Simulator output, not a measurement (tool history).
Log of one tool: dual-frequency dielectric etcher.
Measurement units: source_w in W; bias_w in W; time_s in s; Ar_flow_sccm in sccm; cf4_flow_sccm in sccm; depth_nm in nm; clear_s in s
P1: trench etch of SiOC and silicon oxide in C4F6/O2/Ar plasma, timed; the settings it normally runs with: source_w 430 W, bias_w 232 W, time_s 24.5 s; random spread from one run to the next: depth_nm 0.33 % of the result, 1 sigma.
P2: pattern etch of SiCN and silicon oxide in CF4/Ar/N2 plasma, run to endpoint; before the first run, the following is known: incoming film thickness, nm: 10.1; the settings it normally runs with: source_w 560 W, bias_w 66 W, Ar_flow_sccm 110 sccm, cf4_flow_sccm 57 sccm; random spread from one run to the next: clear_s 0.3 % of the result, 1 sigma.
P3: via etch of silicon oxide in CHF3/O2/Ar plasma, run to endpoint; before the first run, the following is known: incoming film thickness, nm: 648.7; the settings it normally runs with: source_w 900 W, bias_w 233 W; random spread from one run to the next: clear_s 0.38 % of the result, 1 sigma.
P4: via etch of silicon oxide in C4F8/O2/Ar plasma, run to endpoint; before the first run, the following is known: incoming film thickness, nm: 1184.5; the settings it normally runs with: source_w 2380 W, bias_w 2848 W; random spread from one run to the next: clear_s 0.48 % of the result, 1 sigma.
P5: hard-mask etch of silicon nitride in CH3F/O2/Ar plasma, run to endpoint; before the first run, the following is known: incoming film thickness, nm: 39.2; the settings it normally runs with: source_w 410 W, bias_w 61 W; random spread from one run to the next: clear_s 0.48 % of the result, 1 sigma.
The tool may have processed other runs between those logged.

run    day  process  source_w  bias_w  time_s  Ar_flow_sccm  cf4_flow_sccm  depth_nm   clear_s
  1  0.117       P1       430     232    24.5                                 54.148
  2  0.371       P1       430     232    24.5                                 53.794
  3  0.508       P1       540     232    24.5                                 58.943
  4  0.638       P1       430     138    24.5                                 45.946
  5  0.850       P2       560      66                   110             57             10.4040
  6  0.983       P3       900     233                                                 259.2100
  7  1.104       P5       320      61                                                  66.4900
  8  1.221       P5       410      44                                                  66.5200
  9  1.362       P3      1170     233                                                 235.2800
 10  1.496       P2       560      47                   110             57             11.5800
 11  1.662       P1       430     232    24.5                                 53.762
 12  1.779       P1       430     293    31.0                                 73.312
 13  1.917       P2       560      66                    75             57              9.7815
 14  2.062       P1       430     232    24.5                                 54.152
     2.071  -- wet clean of the chamber
 15  2.175       P4      2380    2848                                                 202.6900
 16  2.308       P3       900     188                                                 278.0700
 17  2.542       P2       560      66                   110             57             10.3630
 18  2.742       P1       430     232    13.5                                 29.632
 19  2.900       P2       660      66                   110             57              8.9670
 20  3.092       P2       560      66                   110             71             10.0230
 21  3.283       P4      1910    2848                                                 220.4700
 22  3.496       P5       410      61                                                  60.2890

The next listed run, before its measurement:
 23  3.629       P1       340     232    24.5                                      ?

{"run 23": {"depth_nm": 49.203}}
